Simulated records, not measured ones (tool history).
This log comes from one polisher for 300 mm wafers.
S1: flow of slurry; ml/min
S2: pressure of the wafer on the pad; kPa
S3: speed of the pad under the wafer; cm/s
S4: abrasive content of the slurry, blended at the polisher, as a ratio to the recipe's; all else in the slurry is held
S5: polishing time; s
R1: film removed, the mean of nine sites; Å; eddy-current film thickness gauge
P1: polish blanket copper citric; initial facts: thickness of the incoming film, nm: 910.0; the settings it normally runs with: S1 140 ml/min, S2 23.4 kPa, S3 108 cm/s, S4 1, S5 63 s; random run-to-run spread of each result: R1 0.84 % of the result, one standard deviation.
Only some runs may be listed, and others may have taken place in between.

Run 1, day 0.612: S1 140 ml/min, S2 23.4 kPa, S3 108 cm/s, S4 1, S5 63 s. Result: R1 1847.1 Å.
Run 2, day 1.158: S1 140 ml/min, S2 23.4 kPa, S3 108 cm/s, S4 1, S5 63 s. Result: R1 1824.8 Å.
At day 1.462: slurry nozzle cleaned.
Run 3, day 1.771: S1 140 ml/min, S2 11.7 kPa, S3 108 cm/s, S4 1, S5 63 s. Result: R1 938.47 Å.
Run 4, day 2.112: S1 85 ml/min, S2 23.4 kPa, S3 108 cm/s, S4 1, S5 63 s. Result: R1 1652.5 Å.
Run 5, day 2.779: S1 140 ml/min, S2 23.4 kPa, S3 170 cm/s, S4 1, S5 63 s. Result: R1 2862 Å.
At day 3.092: head pressure recalibrated.
Run 6, day 3.338: S1 140 ml/min, S2 23.4 kPa, S3 108 cm/s, S4 1, S5 35 s. Result: R1 1016.8 Å.
Run 7, day 3.746: S1 140 ml/min, S2 23.4 kPa, S3 108 cm/s, S4 1.4, S5 63 s. Result: R1 1987.6 Å.
Run 8, day 4.242: S1 140 ml/min, S2 23.4 kPa, S3 108 cm/s, S4 1, S5 63 s. Result: R1 1820.9 Å.
Run 9, day 4.9: S1 140 ml/min, S2 11.7 kPa, S3 108 cm/s, S4 1, S5 43 s. Result: R1 637.52 Å.
Run 10, day 5.217: S1 195 ml/min, S2 23.4 kPa, S3 72 cm/s, S4 1, S5 63 s. Result: R1 1307.8 Å.
Run 11, day 5.588: S1 225 ml/min, S2 23.4 kPa, S3 108 cm/s, S4 1, S5 63 s. Result: R1 1935.1 Å.
Run 12, day 5.996: S1 140 ml/min, S2 23.4 kPa, S3 108 cm/s, S4 1, S5 94 s. Result: R1 2717.8 Å.
Run 13, day 6.4: S1 140 ml/min, S2 23.4 kPa, S3 108 cm/s, S4 0.55, S5 40 s. Result: R1 1029.4 Å.
Run 14, day 7.117: S1 140 ml/min, S2 23.4 kPa, S3 108 cm/s, S4 1, S5 63 s. Result: R1 1852.8 Å.
Run 15, day 7.679: S1 140 ml/min, S2 30.3 kPa, S3 108 cm/s, S4 1, S5 63 s. Result: R1 2367.6 Å.
Run 16, day 8.329: S1 140 ml/min, S2 23.4 kPa, S3 52 cm/s, S4 1, S5 63 s. Result: R1 904.24 Å.
Run 17, day 8.979: S1 140 ml/min, S2 23.4 kPa, S3 108 cm/s, S4 0.65, S5 63 s. Result: R1 1703 Å.
Run 18, day 9.562: S1 140 ml/min, S2 23.4 kPa, S3 108 cm/s, S4 1, S5 63 s. Result: R1 1838.4 Å.
Run 19, day 10.017: S1 140 ml/min, S2 23.4 kPa, S3 108 cm/s, S4 1, S5 63 s. Result: R1 1763 Å.
Run 20, day 10.354: S1 140 ml/min, S2 23.4 kPa, S3 108 cm/s, S4 1, S5 63 s. Result: R1 1762.4 Å.

The next listed run, before its measurement:
Run 21, day 10.775: S1 140 ml/min, S2 23.4 kPa, S3 108 cm/s, S4 1, S5 63 s. Result: R1 ?.

Run 21 gave R1 1754.2 Å.

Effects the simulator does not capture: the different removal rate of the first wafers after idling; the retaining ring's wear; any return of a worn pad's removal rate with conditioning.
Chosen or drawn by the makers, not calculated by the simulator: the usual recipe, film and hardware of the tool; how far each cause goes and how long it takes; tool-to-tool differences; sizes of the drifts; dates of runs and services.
